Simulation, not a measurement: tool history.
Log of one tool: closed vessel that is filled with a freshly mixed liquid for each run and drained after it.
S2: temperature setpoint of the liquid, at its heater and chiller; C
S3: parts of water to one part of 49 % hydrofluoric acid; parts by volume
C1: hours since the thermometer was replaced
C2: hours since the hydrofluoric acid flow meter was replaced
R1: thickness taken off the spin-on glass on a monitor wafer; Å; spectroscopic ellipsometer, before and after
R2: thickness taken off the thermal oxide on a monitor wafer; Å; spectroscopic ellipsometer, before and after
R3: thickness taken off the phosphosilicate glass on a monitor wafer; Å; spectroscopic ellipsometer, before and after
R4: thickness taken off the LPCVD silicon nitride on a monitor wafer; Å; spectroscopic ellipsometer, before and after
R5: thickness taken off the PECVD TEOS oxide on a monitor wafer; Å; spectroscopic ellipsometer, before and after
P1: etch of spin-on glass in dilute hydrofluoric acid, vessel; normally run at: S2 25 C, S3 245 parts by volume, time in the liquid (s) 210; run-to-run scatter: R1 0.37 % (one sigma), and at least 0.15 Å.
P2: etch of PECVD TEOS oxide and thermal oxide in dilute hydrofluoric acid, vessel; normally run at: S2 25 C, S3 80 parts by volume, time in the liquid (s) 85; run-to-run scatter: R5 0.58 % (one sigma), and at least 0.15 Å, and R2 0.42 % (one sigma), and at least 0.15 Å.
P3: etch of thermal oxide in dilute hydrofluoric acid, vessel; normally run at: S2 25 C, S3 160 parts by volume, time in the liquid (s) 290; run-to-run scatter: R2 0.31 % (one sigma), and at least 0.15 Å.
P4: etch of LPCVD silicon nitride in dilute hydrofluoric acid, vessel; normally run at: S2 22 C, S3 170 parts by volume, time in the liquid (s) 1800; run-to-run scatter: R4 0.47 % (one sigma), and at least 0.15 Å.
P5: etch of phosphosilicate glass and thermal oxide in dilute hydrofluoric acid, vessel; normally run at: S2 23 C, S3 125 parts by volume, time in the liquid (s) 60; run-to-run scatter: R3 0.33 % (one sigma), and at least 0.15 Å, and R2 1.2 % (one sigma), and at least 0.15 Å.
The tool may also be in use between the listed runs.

Run 1, hour 3.7: process that ran P1, S2 25 C, S3 245 parts by volume, time in the liquid (s) 210; C1 282; C2 1095.3. Result: R1 510.68 Å.
Run 2, hour 8.1: process that ran P3, S2 31 C, S3 160 parts by volume, time in the liquid (s) 290; C1 286.4; C2 1099.7. Result: R2 103.66 Å.
Run 3, hour 12.3: process that ran P5, S2 23 C, S3 210 parts by volume, time in the liquid (s) 60; C1 290.6; C2 1103.9. Result: R2 11.861 Å, R3 224.88 Å.
Run 4, hour 16.3: process that ran P1, S2 25 C, S3 245 parts by volume, time in the liquid (s) 415; C1 294.6; C2 1107.9. Result: R1 1009 Å.
Run 5, hour 19.1: process that ran P1, S2 25 C, S3 360 parts by volume, time in the liquid (s) 330; C1 297.4; C2 1110.7. Result: R1 481.72 Å.
Run 6, hour 22.8: process that ran P1, S2 30.5 C, S3 245 parts by volume, time in the liquid (s) 210; C1 301.1; C2 1114.4. Result: R1 616.62 Å.
Run 7, hour 27.1: process that ran P5, S2 23 C, S3 125 parts by volume, time in the liquid (s) 60; C1 305.4; C2 1118.7. Result: R2 21.098 Å, R3 417.44 Å.
Run 8, hour 31.3: process that ran P1, S2 25 C, S3 70 parts by volume, time in the liquid (s) 210; C1 309.6; C2 1122.9. Result: R1 2195.4 Å.
Run 9, hour 36.7: process that ran P1, S2 25 C, S3 245 parts by volume, time in the liquid (s) 210; C1 315; C2 1128.3. Result: R1 507.9 Å.
Run 10, hour 41.8: process that ran P4, S2 22 C, S3 170 parts by volume, time in the liquid (s) 1800; C1 320.1; C2 1133.4. Result: R4 49.679 Å.
Run 11, hour 45.5: process that ran P3, S2 25 C, S3 160 parts by volume, time in the liquid (s) 290; C1 323.8; C2 1137.1. Result: R2 83.913 Å.
Run 12, hour 48.4: process that ran P2, S2 25 C, S3 80 parts by volume, time in the liquid (s) 85; C1 326.7; C2 1140. Result: R2 49.695 Å, R5 277.02 Å.
Run 13, hour 53.8: process that ran P4, S2 17 C, S3 170 parts by volume, time in the liquid (s) 1800; C1 332.1; C2 1145.4. Result: R4 35.34 Å.
Run 14, hour 59.4: process that ran P2, S2 25 C, S3 115 parts by volume, time in the liquid (s) 85; C1 337.7; C2 1151. Result: R2 32.924 Å, R5 184.14 Å.
Run 15, hour 63.2: process that ran P5, S2 29 C, S3 125 parts by volume, time in the liquid (s) 60; C1 341.5; C2 1154.8. Result: R2 27.017 Å, R3 522.45 Å.
Run 16, hour 67.9: process that ran P2, S2 25 C, S3 80 parts by volume, time in the liquid (s) 85; C1 346.2; C2 1159.5. Result: R2 49.841 Å, R5 277.58 Å.
Run 17, hour 70.7: process that ran P3, S2 25 C, S3 95 parts by volume, time in the liquid (s) 290; C1 349; C2 1162.3. Result: R2 151.67 Å.
Run 18, hour 73.4: process that ran P1, S2 19 C, S3 245 parts by volume, time in the liquid (s) 30; C1 351.7; C2 1165. Result: R1 58.149 Å.
Run 19, hour 76.2: process that ran P1, S2 25 C, S3 245 parts by volume, time in the liquid (s) 30; C1 354.5; C2 1167.8. Result: R1 72.992 Å.
Run 20, hour 81.4: process that ran P1, S2 25 C, S3 440 parts by volume, time in the liquid (s) 210; C1 359.7; C2 1173. Result: R1 235.48 Å.
Run 21, hour 84.2: process that ran P1, S2 25 C, S3 245 parts by volume, time in the liquid (s) 210; C1 362.5; C2 1175.8. Result: R1 509.7 Å.
Run 22, hour 87.2: process that ran P4, S2 22 C, S3 170 parts by volume, time in the liquid (s) 1800; C1 365.5; C2 1178.8. Result: R4 49.629 Å.
Run 23, hour 90.9: process that ran P4, S2 22 C, S3 170 parts by volume, time in the liquid (s) 3055; C1 369.2; C2 1182.5. Result: R4 84.314 Å.
Run 24, hour 94.2: process that ran P4, S2 22 C, S3 95 parts by volume, time in the liquid (s) 1800; C1 372.5; C2 1185.8. Result: R4 88.127 Å.
Run 25, hour 97.9: process that ran P1, S2 25 C, S3 245 parts by volume, time in the liquid (s) 210; C1 376.2; C2 1189.5. Result: R1 511.85 Å.
Run 26, hour 103.4: process that ran P2, S2 25 C, S3 80 parts by volume, time in the liquid (s) 30; C1 381.7; C2 1195. Result: R2 17.334 Å, R5 97.383 Å.
Run 27, hour 109.1: process that ran P1, S2 17 C, S3 245 parts by volume, time in the liquid (s) 210; C1 387.4; C2 1200.7. Result: R1 377.79 Å.
Run 28, hour 112.3: process that ran P5, S2 23 C, S3 125 parts by volume, time in the liquid (s) 60; C1 390.6; C2 1203.9. Result: R2 22.066 Å, R3 416.19 Å.
At hour 113.8: thermometer replaced.
Run 29, hour 116.6: process that ran P5, S2 23 C, S3 125 parts by volume, time in the liquid (s) 100; C1 2.9; C2 1208.2. Result: R2 35.703 Å, R3 696.08 Å.
Run 30, hour 119.9: process that ran P1, S2 25 C, S3 245 parts by volume, time in the liquid (s) 210; C1 6.2; C2 1211.5. Result: R1 506.92 Å.
Run 31, hour 125.2: process that ran P3, S2 25 C, S3 160 parts by volume, time in the liquid (s) 435; C1 11.5; C2 1216.8. Result: R2 125.29 Å.
Run 32, hour 128.1: process that ran P1, S2 25 C, S3 245 parts by volume, time in the liquid (s) 210; C1 14.4; C2 1219.7. Result: R1 510.43 Å.
Run 33, hour 133.4: process that ran P2, S2 18.5 C, S3 80 parts by volume, time in the liquid (s) 85; C1 19.7; C2 1225. Result: R2 38.111 Å, R5 212.19 Å.
Run 34, hour 139.1: process that ran P1, S2 25 C, S3 245 parts by volume, time in the liquid (s) 210; C1 25.4; C2 1230.7. Result: R1 505.82 Å.
Run 35, hour 144.4: process that ran P1, S2 25 C, S3 245 parts by volume, time in the liquid (s) 210; C1 30.7; C2 1236. Result: R1 506.34 Å.
Run 36, hour 150.1: process that ran P1, S2 25 C, S3 245 parts by volume, time in the liquid (s) 210; C1 36.4; C2 1241.7. Result: R1 499.09 Å.
Run 37, hour 154.2: process that ran P1, S2 25 C, S3 245 parts by volume, time in the liquid (s) 210; C1 40.5; C2 1245.8. Result: R1 497.33 Å.
Run 38, hour 157.3: process that ran P1, S2 25 C, S3 245 parts by volume, time in the liquid (s) 210; C1 43.6; C2 1248.9. Result: R1 490.75 Å.
Run 39, hour 163.2: process that ran P1, S2 25 C, S3 245 parts by volume, time in the liquid (s) 210; C1 49.5; C2 1254.8. Result: R1 487.37 Å.
Run 40, hour 168.3: process that ran P1, S2 25 C, S3 245 parts by volume, time in the liquid (s) 210; C1 54.6; C2 1259.9. Result: R1 486.26 Å.
Run 41, hour 172.7: process that ran P1, S2 25 C, S3 245 parts by volume, time in the liquid (s) 210; C1 59; C2 1264.3. Result: R1 486.4 Å.
Run 42, hour 175.7: process that ran P1, S2 25 C, S3 245 parts by volume, time in the liquid (s) 210; C1 62; C2 1267.3. Result: R1 481.96 Å.
Run 43, hour 179.9: process that ran P1, S2 25 C, S3 245 parts by volume, time in the liquid (s) 210; C1 66.2; C2 1271.5. Result: R1 485.36 Å.
Run 44, hour 183.2: process that ran P1, S2 25 C, S3 245 parts by volume, time in the liquid (s) 210; C1 69.5; C2 1274.8. Result: R1 485 Å.
Run 45, hour 188.4: process that ran P1, S2 25 C, S3 245 parts by volume, time in the liquid (s) 210; C1 74.7; C2 1280. Result: R1 480.95 Å.
Run 46, hour 193.6: process that ran P1, S2 25 C, S3 245 parts by volume, time in the liquid (s) 210; C1 79.9; C2 1285.2. Result: R1 483.3 Å.

What P1 gives has crept away from where it was. These 2 causes fit the log equally well, each at the size given:
A: liquid colder than its thermometer reads (K) = 1.49
B: hydrofluoric acid flow below the setpoint (%) = 4.13
The creep began at about hour 144.4.

4 check runs are offered, one wafer each, their results left as question marks. Which one tells the causes apart?
Run check 1, hour 198.8: process that ran P5, S2 28 C, S3 205 parts by volume, time in the liquid (s) 60. Result: R2 ?, R3 ?.
Run check 2, hour 198.8: process that ran P2, S2 18.5 C, S3 115 parts by volume, time in the liquid (s) 85. Result: R2 ?, R5 ?.
Run check 3, hour 198.8: process that ran P4, S2 22 C, S3 170 parts by volume, time in the liquid (s) 2875. Result: R4 ?.
Run check 4, hour 198.8: process that ran P3, S2 30 C, S3 110 parts by volume, time in the liquid (s) 290. Result: R2 ?.

What each check would give under each cause:
  check  result    if A    if B
check 1      R2  13.638  13.645
check 1      R3  264.12  264.25
check 2      R2  23.884  24.234
check 2      R5  133.86  135.83
check 3      R4  71.319  75.454
check 4      R2  147.56   148.6
How far apart the two closest causes lie, in the result that separates them most: check 1 0.05 %; check 2 1.45 %; check 3 5.64 %; check 4 0.7 %
Check 3 tells the causes apart: in the others they would give nearly the same result.

Then check 3 was run and gave: R4 71.305 Å. Which cause is it?

It is A: liquid colder than its thermometer reads (K).

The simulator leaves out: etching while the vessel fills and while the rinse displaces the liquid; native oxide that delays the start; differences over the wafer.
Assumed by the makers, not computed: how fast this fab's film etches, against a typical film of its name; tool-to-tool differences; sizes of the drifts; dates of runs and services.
